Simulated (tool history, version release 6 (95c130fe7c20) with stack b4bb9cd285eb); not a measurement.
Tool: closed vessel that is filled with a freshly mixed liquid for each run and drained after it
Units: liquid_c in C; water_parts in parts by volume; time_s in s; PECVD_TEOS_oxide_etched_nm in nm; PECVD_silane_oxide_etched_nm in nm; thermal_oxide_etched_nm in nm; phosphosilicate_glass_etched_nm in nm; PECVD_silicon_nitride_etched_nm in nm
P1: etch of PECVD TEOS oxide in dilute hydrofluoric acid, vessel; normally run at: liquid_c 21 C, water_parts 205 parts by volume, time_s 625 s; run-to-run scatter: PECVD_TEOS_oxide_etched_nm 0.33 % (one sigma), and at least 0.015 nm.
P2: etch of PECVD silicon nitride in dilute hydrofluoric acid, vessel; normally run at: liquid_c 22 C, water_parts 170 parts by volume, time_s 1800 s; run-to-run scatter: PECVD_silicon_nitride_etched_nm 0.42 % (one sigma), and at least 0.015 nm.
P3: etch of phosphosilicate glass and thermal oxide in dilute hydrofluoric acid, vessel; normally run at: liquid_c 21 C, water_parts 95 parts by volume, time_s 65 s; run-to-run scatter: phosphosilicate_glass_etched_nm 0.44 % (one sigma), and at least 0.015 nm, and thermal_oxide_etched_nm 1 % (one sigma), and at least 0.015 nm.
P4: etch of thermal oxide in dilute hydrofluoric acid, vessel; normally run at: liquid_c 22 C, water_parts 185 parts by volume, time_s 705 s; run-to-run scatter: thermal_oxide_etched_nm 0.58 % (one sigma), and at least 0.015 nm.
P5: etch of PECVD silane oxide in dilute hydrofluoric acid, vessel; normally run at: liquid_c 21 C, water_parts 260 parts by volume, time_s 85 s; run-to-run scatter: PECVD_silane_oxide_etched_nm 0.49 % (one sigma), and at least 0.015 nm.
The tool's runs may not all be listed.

run	hour	process	liquid_c	water_parts	time_s	hours since the thermometer was replaced	hours since the hydrofluoric acid flow meter was replaced	PECVD_TEOS_oxide_etched_nm	PECVD_silane_oxide_etched_nm	thermal_oxide_etched_nm	phosphosilicate_glass_etched_nm	PECVD_silicon_nitride_etched_nm
1	14.7	P1	21	205	625	168.2	304.2	35.711				
2	24.8	P1	17.5	205	1040	178.3	314.3	51.881				
3	41.4	P5	21	260	85	194.9	330.9		5.4847			
4	53.4	P4	26.5	185	705	206.9	342.9			17.946		
5	63.9	P4	22	185	705	217.4	353.4			15.382		
6	75.9	P3	21	95	65	229.4	365.4			2.7916	37.703	
7	92.3	P3	21	95	30	245.8	381.8			1.2634	17.549	
8	108	P2	22	170	290	261.5	397.5					6.6641
9	118.8	P1	21	205	625	272.3	408.3	35.605				
10	130.9	P5	21	260	30	284.4	420.4		1.9144			
11	141	P5	21	260	85	294.5	430.5		5.5395			
12	155.3	P5	17	260	85	308.8	444.8		4.7019			
13	168.3	P1	21	300	625	321.8	457.8	22.207				
14	181.9	P1	21	205	625	335.4	471.4	35.482				
15	192.8	P3	25	95	65	346.3	482.3			3.2536	44.231	
16	201.1	P4	22	185	1325	354.6	490.6			28.468		
17	209.5	P2	27	170	1800	363	499					57.42
18	219.5	P1	21	205	625	373	509	35.63				
19	231	P1	27	205	625	384.5	520.5	44.38				
20	243.8	P1	21	205	265	397.3	533.3	15.161				
21	255.9	P1	21	205	625	409.4	545.4	35.774				
22	269.4	P1	17	205	625	422.9	558.9	30.503				
23	283	P2	22	170	1800	436.5	572.5					41.623
24	297.5	P1	21	125	625	451	587	64.022				
25	314.4	P4	22	265	705	467.9	603.9			9.7091		
26	328.8	P2	22	265	1800	482.3	618.3					26.714
27	344.5	P1	21	205	1210	498	634	68.893				
28	356.1	P1	21	205	625	509.6	645.6	35.623				
29	368.9	P3	21	175	65	522.4	658.4			1.3688	18.777	
30	384.7	P2	22	170	1800	538.2	674.2					42.001
31	395.8	P1	21	205	625	549.3	685.3	35.638				
32	405.4	P5	21	65	85	558.9	694.9		26.829			
33	419.7	P1	21	205	625	573.2	709.2	35.834				
34	434.3	P1	21	205	625	587.8	723.8	34.922				
35	449.3	P1	21	205	625	602.8	738.8	34.349				
36	462	P1	21	205	625	615.5	751.5	34.251				
37	476.8	P1	21	205	625	630.3	766.3	34.029				
38	493.9	P1	21	205	625	647.4	783.4	33.803				
39	510.7	P1	21	205	625	664.2	800.2	33.763				
40	522.1	P1	21	205	625	675.6	811.6	33.614				
41	535	P1	21	205	625	688.5	824.5	33.708				
42	545	P1	21	205	625	698.5	834.5	33.634				

What P1 gives has crept away from where it was. These 2 causes fit the log equally well, each at the size given:
A: hydrofluoric acid flow below the setpoint (%) = 4.65
B: liquid colder than its thermometer reads (K) = 1.5
The creep began at about hour 419.7.

4 check runs are offered, one wafer each, their results left as question marks. Which one tells the causes apart?
check 1	555	P3	21	95	65					?	?	
check 2	555	P5	21	260	85				?			
check 3	555	P4	22	185	705					?		
check 4	555	P2	22	170	1800							?

What each check would give under each cause:
check	result	if A	if B
check 1	thermal_oxide_etched_nm	2.6466	2.6235
check 1	phosphosilicate_glass_etched_nm	35.755	35.443
check 2	PECVD_silane_oxide_etched_nm	5.1703	5.1896
check 3	thermal_oxide_etched_nm	14.337	14.328
check 4	PECVD_silicon_nitride_etched_nm	39.689	37.691
How far apart the two closest causes lie, in the result that separates them most: check 1 0.88 %; check 2 0.37 %; check 3 0.07 %; check 4 5.17 %
Only check 4 tells the causes apart: in the others they would give nearly the same result.

Then check 4 was run and gave: PECVD_silicon_nitride_etched_nm 37.422 nm. Which cause is it?

It is B: liquid colder than its thermometer reads (K).
